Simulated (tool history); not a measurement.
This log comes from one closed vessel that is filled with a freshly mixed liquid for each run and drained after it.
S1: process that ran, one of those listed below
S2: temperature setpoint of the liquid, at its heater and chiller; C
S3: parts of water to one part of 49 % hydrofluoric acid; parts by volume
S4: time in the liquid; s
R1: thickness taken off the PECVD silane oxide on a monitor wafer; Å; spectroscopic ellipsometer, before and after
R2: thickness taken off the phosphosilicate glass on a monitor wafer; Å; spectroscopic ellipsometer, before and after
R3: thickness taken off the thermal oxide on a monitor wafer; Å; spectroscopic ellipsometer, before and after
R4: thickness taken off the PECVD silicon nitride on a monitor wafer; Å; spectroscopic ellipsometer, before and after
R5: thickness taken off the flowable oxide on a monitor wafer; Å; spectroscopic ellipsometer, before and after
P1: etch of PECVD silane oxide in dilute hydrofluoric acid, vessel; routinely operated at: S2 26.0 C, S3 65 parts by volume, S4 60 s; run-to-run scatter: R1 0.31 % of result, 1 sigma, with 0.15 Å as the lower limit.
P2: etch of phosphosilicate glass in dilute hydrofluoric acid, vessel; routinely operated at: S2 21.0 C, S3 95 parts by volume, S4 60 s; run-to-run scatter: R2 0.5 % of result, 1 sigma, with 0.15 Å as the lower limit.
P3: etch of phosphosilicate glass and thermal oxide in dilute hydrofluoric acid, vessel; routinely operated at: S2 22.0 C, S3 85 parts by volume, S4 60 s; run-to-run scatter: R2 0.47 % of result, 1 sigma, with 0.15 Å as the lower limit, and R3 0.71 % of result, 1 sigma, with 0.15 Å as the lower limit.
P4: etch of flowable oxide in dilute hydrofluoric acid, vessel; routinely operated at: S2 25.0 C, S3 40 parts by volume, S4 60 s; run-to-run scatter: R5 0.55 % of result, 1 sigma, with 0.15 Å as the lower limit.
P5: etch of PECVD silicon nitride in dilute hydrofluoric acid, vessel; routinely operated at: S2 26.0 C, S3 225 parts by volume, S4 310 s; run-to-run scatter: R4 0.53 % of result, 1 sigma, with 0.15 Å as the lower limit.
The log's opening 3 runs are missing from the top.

{"run": 4, "hour": 26.4, "S1": "P3", "S2": 22.0, "S3": 85, "S4": 30, "R2": 243.82, "R3": 15.047}
{"run": 5, "hour": 32.1, "S1": "P2", "S2": 17.0, "S3": 95, "S4": 60, "R2": 352.15}
{"run": 6, "hour": 37.9, "S1": "P5", "S2": 17.5, "S3": 225, "S4": 310, "R4": 51.911}
{"run": 7, "hour": 44.5, "S1": "P1", "S2": 26.0, "S3": 65, "S4": 30, "R1": 201.38}
{"run": 8, "hour": 49.9, "S1": "P3", "S2": 22.0, "S3": 40, "S4": 60, "R2": 1096.8, "R3": 68.369}
{"run": 9, "hour": 55.2, "S1": "P5", "S2": 26.0, "S3": 345, "S4": 310, "R4": 57.649}
{"run": 10, "hour": 63.0, "S1": "P1", "S2": 26.0, "S3": 100, "S4": 30, "R1": 124.09}
{"run": 11, "hour": 71.4, "S1": "P1", "S2": 19.5, "S3": 65, "S4": 60, "R1": 306.45}
{"run": 12, "hour": 80.4, "S1": "P1", "S2": 32.5, "S3": 25, "S4": 60, "R1": 1441.3}
{"run": 13, "hour": 84.8, "S1": "P4", "S2": 25.0, "S3": 40, "S4": 30, "R5": 375.16}
{"run": 14, "hour": 90.8, "S1": "P3", "S2": 26.0, "S3": 85, "S4": 60, "R2": 574.04, "R3": 36.026}
{"run": 15, "hour": 94.9, "S1": "P4", "S2": 25.0, "S3": 40, "S4": 60, "R5": 756.18}
{"run": 16, "hour": 103.1, "S1": "P2", "S2": 21.0, "S3": 95, "S4": 30, "R2": 207.55}
{"run": 17, "hour": 109.9, "S1": "P1", "S2": 26.0, "S3": 65, "S4": 60, "R1": 400.94}
{"run": 18, "hour": 116.3, "S1": "P1", "S2": 26.0, "S3": 20, "S4": 60, "R1": 1389.2}
{"run": 19, "hour": 125.1, "S1": "P4", "S2": 25.0, "S3": 55, "S4": 60, "R5": 535.6}
{"run": 20, "hour": 131.8, "S1": "P1", "S2": 31.0, "S3": 65, "S4": 60, "R1": 486.97}
{"run": 21, "hour": 137.4, "S1": "P5", "S2": 26.0, "S3": 225, "S4": 310, "R4": 88.921}
{"run": 22, "hour": 145.3, "S1": "P1", "S2": 18.5, "S3": 65, "S4": 110, "R1": 541.95}

Predict the results of run 23:
{"run": 23, "hour": 153.6, "S1": "P5", "S2": 26.0, "S3": 225, "S4": 520, "R4": "?"}

R4: 148.600 Å
